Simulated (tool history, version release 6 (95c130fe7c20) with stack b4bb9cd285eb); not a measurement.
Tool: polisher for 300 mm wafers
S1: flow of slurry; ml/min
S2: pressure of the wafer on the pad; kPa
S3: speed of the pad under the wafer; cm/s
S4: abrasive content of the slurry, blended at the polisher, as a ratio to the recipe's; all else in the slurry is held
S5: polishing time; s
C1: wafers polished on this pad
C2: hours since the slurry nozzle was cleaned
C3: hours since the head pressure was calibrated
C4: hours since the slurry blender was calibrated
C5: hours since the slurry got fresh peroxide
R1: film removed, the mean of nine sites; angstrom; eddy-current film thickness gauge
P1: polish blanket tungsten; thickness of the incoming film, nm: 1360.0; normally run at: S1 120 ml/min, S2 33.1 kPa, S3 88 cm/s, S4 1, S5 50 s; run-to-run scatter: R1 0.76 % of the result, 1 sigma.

{"run": 1, "hour": 5.4, "S1": 120, "S2": 33.1, "S3": 88, "S4": 1, "S5": 50, "C1": 763, "C2": 172.5, "C3": 270.4, "C4": 107.7, "C5": 68.1, "R1": 2192}
{"run": 2, "hour": 11.7, "S1": 160, "S2": 50.3, "S3": 88, "S4": 1, "S5": 50, "C1": 818, "C2": 178.8, "C3": 276.7, "C4": 114, "C5": 74.4, "R1": 3543.3}
{"run": 3, "hour": 16.5, "S1": 120, "S2": 33.1, "S3": 88, "S4": 1, "S5": 75, "C1": 859, "C2": 183.6, "C3": 281.5, "C4": 118.8, "C5": 79.2, "R1": 3311.8}
{"run": 4, "hour": 24.0, "S1": 120, "S2": 52.4, "S3": 88, "S4": 1, "S5": 50, "C1": 924, "C2": 191.1, "C3": 289, "C4": 126.3, "C5": 86.7, "R1": 3483.7}
{"hour": 27.8, "done": "slurry blender recalibrated"}
{"run": 5, "hour": 32.1, "S1": 120, "S2": 33.1, "S3": 88, "S4": 1, "S5": 22, "C1": 994, "C2": 199.2, "C3": 297.1, "C4": 4.4, "C5": 94.8, "R1": 980.84}
{"run": 6, "hour": 37.4, "S1": 120, "S2": 33.1, "S3": 88, "S4": 1, "S5": 50, "C1": 1040, "C2": 204.5, "C3": 302.4, "C4": 9.7, "C5": 100.1, "R1": 2184}
{"run": 7, "hour": 43.9, "S1": 120, "S2": 33.1, "S3": 88, "S4": 1, "S5": 50, "C1": 1096, "C2": 211, "C3": 308.9, "C4": 16.2, "C5": 106.6, "R1": 2209}
{"run": 8, "hour": 49.5, "S1": 120, "S2": 33.1, "S3": 124, "S4": 1, "S5": 50, "C1": 1145, "C2": 216.6, "C3": 314.5, "C4": 21.8, "C5": 112.2, "R1": 3135.5}
{"run": 9, "hour": 53.6, "S1": 175, "S2": 33.1, "S3": 88, "S4": 1, "S5": 50, "C1": 1180, "C2": 220.7, "C3": 318.6, "C4": 25.9, "C5": 116.3, "R1": 2338.1}
{"run": 10, "hour": 59.9, "S1": 80, "S2": 33.1, "S3": 110, "S4": 1, "S5": 50, "C1": 1234, "C2": 227, "C3": 324.9, "C4": 32.2, "C5": 122.6, "R1": 2469.7}
{"run": 11, "hour": 68.7, "S1": 120, "S2": 33.1, "S3": 88, "S4": 1, "S5": 50, "C1": 1311, "C2": 235.8, "C3": 333.7, "C4": 41, "C5": 131.4, "R1": 2196.2}
{"run": 12, "hour": 73.3, "S1": 120, "S2": 33.1, "S3": 88, "S4": 1, "S5": 50, "C1": 1350, "C2": 240.4, "C3": 338.3, "C4": 45.6, "C5": 136, "R1": 2201.1}
{"run": 13, "hour": 80.6, "S1": 120, "S2": 33.1, "S3": 88, "S4": 0.8, "S5": 50, "C1": 1413, "C2": 247.7, "C3": 345.6, "C4": 52.9, "C5": 143.3, "R1": 2088.4}
{"run": 14, "hour": 86.9, "S1": 75, "S2": 33.1, "S3": 88, "S4": 1, "S5": 50, "C1": 1468, "C2": 254, "C3": 351.9, "C4": 59.2, "C5": 149.6, "R1": 1929.9}
{"run": 15, "hour": 93.3, "S1": 165, "S2": 33.1, "S3": 88, "S4": 1.3, "S5": 50, "C1": 1523, "C2": 260.4, "C3": 358.3, "C4": 65.6, "C5": 156, "R1": 2475.2}
{"run": 16, "hour": 98.7, "S1": 120, "S2": 33.1, "S3": 88, "S4": 1, "S5": 50, "C1": 1570, "C2": 265.8, "C3": 363.7, "C4": 71, "C5": 161.4, "R1": 2189.9}
{"run": 17, "hour": 105.9, "S1": 120, "S2": 33.1, "S3": 88, "S4": 1.5, "S5": 50, "C1": 1632, "C2": 273, "C3": 370.9, "C4": 78.2, "C5": 168.6, "R1": 2438.6}
{"run": 18, "hour": 110.5, "S1": 120, "S2": 33.1, "S3": 46, "S4": 1, "S5": 50, "C1": 1672, "C2": 277.6, "C3": 375.5, "C4": 82.8, "C5": 173.2, "R1": 1159.4}
{"run": 19, "hour": 118.3, "S1": 120, "S2": 21.4, "S3": 88, "S4": 1, "S5": 50, "C1": 1739, "C2": 285.4, "C3": 383.3, "C4": 90.6, "C5": 181, "R1": 1424.4}
{"run": 20, "hour": 126.1, "S1": 120, "S2": 33.1, "S3": 88, "S4": 1, "S5": 50, "C1": 1807, "C2": 293.2, "C3": 391.1, "C4": 98.4, "C5": 188.8, "R1": 2199.2}

The next listed run, before its measurement:
{"run": 21, "hour": 130.9, "S1": 120, "S2": 33.1, "S3": 88, "S4": 1, "S5": 50, "C1": 1848, "C2": 298, "C3": 395.9, "C4": 103.2, "C5": 193.6, "R1": "?"}

{"run 21": {"R1": 2123}}

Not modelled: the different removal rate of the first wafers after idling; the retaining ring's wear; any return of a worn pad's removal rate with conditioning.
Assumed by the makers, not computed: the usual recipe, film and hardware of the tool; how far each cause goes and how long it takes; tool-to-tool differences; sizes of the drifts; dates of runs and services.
